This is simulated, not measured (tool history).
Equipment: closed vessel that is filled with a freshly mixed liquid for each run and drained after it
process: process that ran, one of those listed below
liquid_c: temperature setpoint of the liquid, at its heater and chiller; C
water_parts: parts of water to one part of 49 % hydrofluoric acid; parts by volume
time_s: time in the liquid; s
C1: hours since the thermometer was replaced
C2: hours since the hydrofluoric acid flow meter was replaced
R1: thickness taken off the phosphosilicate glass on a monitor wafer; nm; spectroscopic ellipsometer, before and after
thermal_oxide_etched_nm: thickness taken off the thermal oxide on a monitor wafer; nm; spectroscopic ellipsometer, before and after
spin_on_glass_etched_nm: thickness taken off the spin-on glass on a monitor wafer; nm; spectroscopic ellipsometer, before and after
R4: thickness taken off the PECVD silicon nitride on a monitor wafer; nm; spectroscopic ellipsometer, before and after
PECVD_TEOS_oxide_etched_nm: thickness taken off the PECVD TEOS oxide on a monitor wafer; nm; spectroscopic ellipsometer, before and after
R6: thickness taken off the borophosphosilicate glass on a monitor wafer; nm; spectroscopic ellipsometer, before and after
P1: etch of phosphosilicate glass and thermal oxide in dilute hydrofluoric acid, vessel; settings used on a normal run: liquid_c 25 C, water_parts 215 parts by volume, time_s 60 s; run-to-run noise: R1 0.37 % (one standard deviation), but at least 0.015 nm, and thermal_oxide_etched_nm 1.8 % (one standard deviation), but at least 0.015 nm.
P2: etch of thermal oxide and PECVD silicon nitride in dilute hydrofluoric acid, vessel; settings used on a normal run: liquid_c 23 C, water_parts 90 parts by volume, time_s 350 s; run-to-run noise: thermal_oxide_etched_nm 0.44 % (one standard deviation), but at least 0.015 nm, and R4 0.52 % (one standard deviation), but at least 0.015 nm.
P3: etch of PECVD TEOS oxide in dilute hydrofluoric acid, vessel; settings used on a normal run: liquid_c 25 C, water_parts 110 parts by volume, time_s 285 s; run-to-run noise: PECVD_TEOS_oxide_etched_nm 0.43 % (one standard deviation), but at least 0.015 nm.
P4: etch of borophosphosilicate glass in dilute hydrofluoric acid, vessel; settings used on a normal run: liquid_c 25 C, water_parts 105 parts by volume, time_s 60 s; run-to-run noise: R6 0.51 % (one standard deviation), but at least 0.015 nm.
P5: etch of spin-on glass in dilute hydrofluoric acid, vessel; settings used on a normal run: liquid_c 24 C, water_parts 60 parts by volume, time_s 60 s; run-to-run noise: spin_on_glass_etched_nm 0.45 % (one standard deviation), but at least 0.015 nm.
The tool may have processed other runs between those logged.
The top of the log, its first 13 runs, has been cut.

run 14 day=4.908 | process=P3 liquid_c=25 water_parts=110 time_s=530 | C1=591.4 C2=1370.1 | PECVD_TEOS_oxide_etched_nm=95.578
run 15 day=5.146 | process=P4 liquid_c=25 water_parts=105 time_s=110 | C1=597.1 C2=1375.8 | R6=54.52
run 16 day=5.45 | process=P1 liquid_c=25 water_parts=345 time_s=95 | C1=604.4 C2=1383.1 | R1=24.576 thermal_oxide_etched_nm=1.0832
run 17 day=5.792 | process=P4 liquid_c=25 water_parts=105 time_s=60 | C1=612.6 C2=1391.3 | R6=29.717
run 18 day=6.212 | process=P4 liquid_c=25 water_parts=175 time_s=60 | C1=622.7 C2=1401.4 | R6=16.444
run 19 day=6.658 | process=P1 liquid_c=25 water_parts=215 time_s=60 | C1=633.4 C2=1412.1 | R1=28.536 thermal_oxide_etched_nm=1.2783
run 20 day=7.05 | process=P1 liquid_c=25 water_parts=215 time_s=30 | C1=642.8 C2=1421.5 | R1=14.364 thermal_oxide_etched_nm=0.63028
run 21 day=7.283 | process=P5 liquid_c=28 water_parts=60 time_s=60 | C1=648.4 C2=1427.1 | spin_on_glass_etched_nm=44.333
run 22 day=7.492 | process=P1 liquid_c=25 water_parts=30 time_s=60 | C1=653.4 C2=1432.1 | R1=257.57 thermal_oxide_etched_nm=11.472
run 23 day=7.933 | process=P4 liquid_c=19 water_parts=105 time_s=60 | C1=664 C2=1442.7 | R6=23.429
run 24 day=8.358 | process=P1 liquid_c=25 water_parts=215 time_s=60 | C1=674.2 C2=1452.9 | R1=28.364 thermal_oxide_etched_nm=1.2587
run 25 day=8.704 | process=P5 liquid_c=24 water_parts=60 time_s=60 | C1=682.5 C2=1461.2 | spin_on_glass_etched_nm=37.615
run 26 day=9.15 | process=P1 liquid_c=25 water_parts=215 time_s=90 | C1=693.2 C2=1471.9 | R1=42.801 thermal_oxide_etched_nm=1.8216
run 27 day=9.533 | process=P1 liquid_c=18.5 water_parts=215 time_s=80 | C1=702.4 C2=1481.1 | R1=29.905 thermal_oxide_etched_nm=1.2846
run 28 day=9.779 | process=P3 liquid_c=20 water_parts=110 time_s=285 | C1=708.3 C2=1487 | PECVD_TEOS_oxide_etched_nm=41.97
run 29 day=10.158 | process=P1 liquid_c=20 water_parts=50 time_s=60 | C1=717.4 C2=1496.1 | R1=122.15 thermal_oxide_etched_nm=5.4811
run 30 day=10.383 | process=P1 liquid_c=19 water_parts=215 time_s=60 | C1=722.8 C2=1501.5 | R1=22.884 thermal_oxide_etched_nm=1.0414
run 31 day=10.829 | process=P1 liquid_c=25 water_parts=215 time_s=60 | C1=733.5 C2=1512.2 | R1=28.537 thermal_oxide_etched_nm=1.2531

Forecast run 32:
run 32 day=11.221 | process=P1 liquid_c=25 water_parts=215 time_s=60 | C1=742.9 C2=1521.6 | R1=? thermal_oxide_etched_nm=?

{"run 32": {"R1": 27.85, "thermal_oxide_etched_nm": 1.2605}}
